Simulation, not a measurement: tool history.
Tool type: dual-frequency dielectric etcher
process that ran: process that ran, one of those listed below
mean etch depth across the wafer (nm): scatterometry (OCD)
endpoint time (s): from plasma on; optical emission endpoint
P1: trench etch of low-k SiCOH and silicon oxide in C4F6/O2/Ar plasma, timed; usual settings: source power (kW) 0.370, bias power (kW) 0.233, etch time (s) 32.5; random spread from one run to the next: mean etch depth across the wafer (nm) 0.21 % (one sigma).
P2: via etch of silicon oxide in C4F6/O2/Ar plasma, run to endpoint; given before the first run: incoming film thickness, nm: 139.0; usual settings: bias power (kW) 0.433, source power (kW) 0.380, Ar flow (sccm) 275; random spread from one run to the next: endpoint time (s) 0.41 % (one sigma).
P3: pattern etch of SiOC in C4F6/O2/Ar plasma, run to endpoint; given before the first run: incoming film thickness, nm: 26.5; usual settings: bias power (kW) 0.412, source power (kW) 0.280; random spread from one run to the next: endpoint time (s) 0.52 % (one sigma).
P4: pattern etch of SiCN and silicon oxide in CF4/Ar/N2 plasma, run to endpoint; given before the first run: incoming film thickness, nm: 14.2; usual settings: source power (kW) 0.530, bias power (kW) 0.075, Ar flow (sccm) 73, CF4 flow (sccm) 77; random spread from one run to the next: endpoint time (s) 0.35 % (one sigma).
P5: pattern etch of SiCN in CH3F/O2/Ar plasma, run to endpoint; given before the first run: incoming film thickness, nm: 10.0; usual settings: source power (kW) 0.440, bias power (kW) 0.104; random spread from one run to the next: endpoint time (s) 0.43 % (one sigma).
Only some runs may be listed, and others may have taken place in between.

| run | hour | process that ran | source power (kW) | bias power (kW) | etch time (s) | Ar flow (sccm) | CF4 flow (sccm) | hours since the last wet clean | hours since the last source power generator calibration | hours since the last bias power generator calibration | mean etch depth across the wafer (nm) | endpoint time (s) |
|---|---|---|---|---|---|---|---|---|---|---|---|---|
| 1 | 8.4 | P1 | 0.370 | 0.233 | 32.5 |  |  | 156.6 | 1547.4 | 190.7 | 110.380 |  |
| 2 | 19.3 | P1 | 0.370 | 0.315 | 23.5 |  |  | 167.5 | 1558.3 | 201.6 | 88.459 |  |
| 3 | 25.6 | P4 | 0.530 | 0.075 |  | 73 | 77 | 173.8 | 1564.6 | 207.9 |  | 12.8180 |
| 4 | 35.7 | P4 | 0.530 | 0.044 |  | 73 | 77 | 183.9 | 1574.7 | 218.0 |  | 15.0010 |
| 5 | 43.9 | P1 | 0.370 | 0.233 | 32.5 |  |  | 192.1 | 1582.9 | 226.2 | 110.530 |  |
| 6 | 50.5 | P5 | 0.300 | 0.104 |  |  |  | 198.7 | 1589.5 | 232.8 |  | 25.3460 |
| 7 | 58.5 | P5 | 0.440 | 0.104 |  |  |  | 206.7 | 1597.5 | 240.8 |  | 21.9240 |
| 8 | 65.3 | P1 | 0.370 | 0.233 | 32.5 |  |  | 213.5 | 1604.3 | 247.6 | 111.250 |  |
| 9 | 76.4 | P1 | 0.370 | 0.233 | 32.5 |  |  | 224.6 | 1615.4 | 258.7 | 110.700 |  |
| 10 | 82.4 | P1 | 0.370 | 0.233 | 32.5 |  |  | 230.6 | 1621.4 | 264.7 | 110.460 |  |
| 11 | 93.2 | P1 | 0.370 | 0.233 | 40.0 |  |  | 241.4 | 1632.2 | 275.5 | 136.380 |  |
| 12 | 99.2 | P2 | 0.380 | 0.433 |  | 275 |  | 247.4 | 1638.2 | 281.5 |  | 33.0020 |
|  | 109.9 | bias power generator calibrated |
| 13 | 110.2 | P4 | 0.670 | 0.075 |  | 73 | 77 | 258.4 | 1649.2 | 0.3 |  | 10.4080 |
| 14 | 121.9 | P1 | 0.370 | 0.171 | 32.5 |  |  | 270.1 | 1660.9 | 12.0 | 100.180 |  |
| 15 | 131.6 | P1 | 0.370 | 0.170 | 23.0 |  |  | 279.8 | 1670.6 | 21.7 | 70.820 |  |
| 16 | 141.3 | P3 | 0.190 | 0.412 |  |  |  | 289.5 | 1680.3 | 31.4 |  | 12.5080 |
| 17 | 147.9 | P2 | 0.380 | 0.433 |  | 386 |  | 296.1 | 1686.9 | 38.0 |  | 34.5220 |
| 18 | 155.5 | P5 | 0.440 | 0.145 |  |  |  | 303.7 | 1694.5 | 45.6 |  | 19.1740 |
| 19 | 161.6 | P2 | 0.520 | 0.433 |  | 275 |  | 309.8 | 1700.6 | 51.7 |  | 29.7260 |
| 20 | 168.9 | P2 | 0.380 | 0.558 |  | 275 |  | 317.1 | 1707.9 | 59.0 |  | 30.1830 |
| 21 | 180.1 | P3 | 0.280 | 0.412 |  |  |  | 328.3 | 1719.1 | 70.2 |  | 10.9230 |
| 22 | 186.4 | P1 | 0.470 | 0.233 | 32.5 |  |  | 334.6 | 1725.4 | 76.5 | 121.960 |  |
| 23 | 196.8 | P1 | 0.240 | 0.233 | 32.5 |  |  | 345.0 | 1735.8 | 86.9 | 93.679 |  |
| 24 | 204.3 | P4 | 0.530 | 0.075 |  | 53 | 77 | 352.5 | 1743.3 | 94.4 |  | 12.3170 |
| 25 | 213.8 | P1 | 0.310 | 0.233 | 19.0 |  |  | 362.0 | 1752.8 | 103.9 | 60.644 |  |
| 26 | 221.0 | P1 | 0.370 | 0.233 | 18.0 |  |  | 369.2 | 1760.0 | 111.1 | 61.306 |  |
| 27 | 227.0 | P4 | 0.530 | 0.075 |  | 73 | 108 | 375.2 | 1766.0 | 117.1 |  | 12.3170 |
| 28 | 235.4 | P1 | 0.370 | 0.233 | 32.5 |  |  | 383.6 | 1774.4 | 125.5 | 110.540 |  |
| 29 | 244.3 | P3 | 0.280 | 0.412 |  |  |  | 392.5 | 1783.3 | 134.4 |  | 10.8750 |
| 30 | 255.4 | P3 | 0.280 | 0.547 |  |  |  | 403.6 | 1794.4 | 145.5 |  | 9.8722 |
| 31 | 261.6 | P1 | 0.370 | 0.330 | 32.5 |  |  | 409.8 | 1800.6 | 151.7 | 124.850 |  |
| 32 | 268.8 | P1 | 0.370 | 0.233 | 32.5 |  |  | 417.0 | 1807.8 | 158.9 | 110.770 |  |
| 33 | 280.7 | P1 | 0.370 | 0.233 | 32.5 |  |  | 428.9 | 1819.7 | 170.8 | 110.050 |  |
| 34 | 286.1 | P1 | 0.370 | 0.233 | 32.5 |  |  | 434.3 | 1825.1 | 176.2 | 109.830 |  |
| 35 | 293.8 | P1 | 0.370 | 0.233 | 32.5 |  |  | 442.0 | 1832.8 | 183.9 | 109.150 |  |
|  | 302.3 | wet clean of the chamber |
| 36 | 304.3 | P1 | 0.370 | 0.233 | 32.5 |  |  | 2.0 | 1843.3 | 194.4 | 109.110 |  |
| 37 | 313.0 | P1 | 0.370 | 0.233 | 32.5 |  |  | 10.7 | 1852.0 | 203.1 | 109.380 |  |
| 38 | 324.4 | P1 | 0.370 | 0.233 | 32.5 |  |  | 22.1 | 1863.4 | 214.5 | 108.980 |  |
| 39 | 336.4 | P1 | 0.370 | 0.233 | 32.5 |  |  | 34.1 | 1875.4 | 226.5 | 108.970 |  |
| 40 | 346.2 | P1 | 0.370 | 0.233 | 32.5 |  |  | 43.9 | 1885.2 | 236.3 | 108.910 |  |

P1 no longer gives what it gave before; its output has crept away from where it was. The following 2 causes, each at its listed size, fit the log equally well:
A: bias power that arrives under what is set, % = 4.54
B: source power that arrives under what is set, % = 3.97
Creep in the process output first set in at about hour 268.8.
Other possible causes, and why each is ruled out:
chamber walls in a state that lowers the etch rate, %: serviced at hour 302.3, after the drift had started, without restoring the earlier output

Consider the 4 check runs below, whose results appear as question marks and each of which averages 2 wafers. Which one distinguishes the causes, in that each cause would give it a clearly different result?
| check 1 | 356.0 | P5 | 0.440 | 0.137 |  |  |  |  |  |  |  | ? |
| check 2 | 356.0 | P2 | 0.380 | 0.520 |  | 342 |  |  |  |  |  | ? |
| check 3 | 356.0 | P3 | 0.200 | 0.514 |  |  |  |  |  |  |  | ? |
| check 4 | 356.0 | P4 | 0.530 | 0.047 |  | 73 | 106 |  |  |  |  | ? |

How each check would come out, cause by cause:
| check | result | if A | if B |
|---|---|---|---|
| check 1 | endpoint time (s) | 20.1250 | 20.0540 |
| check 2 | endpoint time (s) | 32.3980 | 32.3160 |
| check 3 | endpoint time (s) | 11.5570 | 11.5210 |
| check 4 | endpoint time (s) | 14.3320 | 14.6850 |
Minimum pairwise separation of causes per check, each pair taken at its best-separating result: check 1 0.36 %; check 2 0.26 %; check 3 0.32 %; check 4 2.43 %
Check 4 tells the causes apart: in the others they would give nearly the same result.

With check 4 done, the readings were: endpoint time (s) 14.7650. Identify which of the listed causes applies.

B is the cause: source power that arrives under what is set, %.
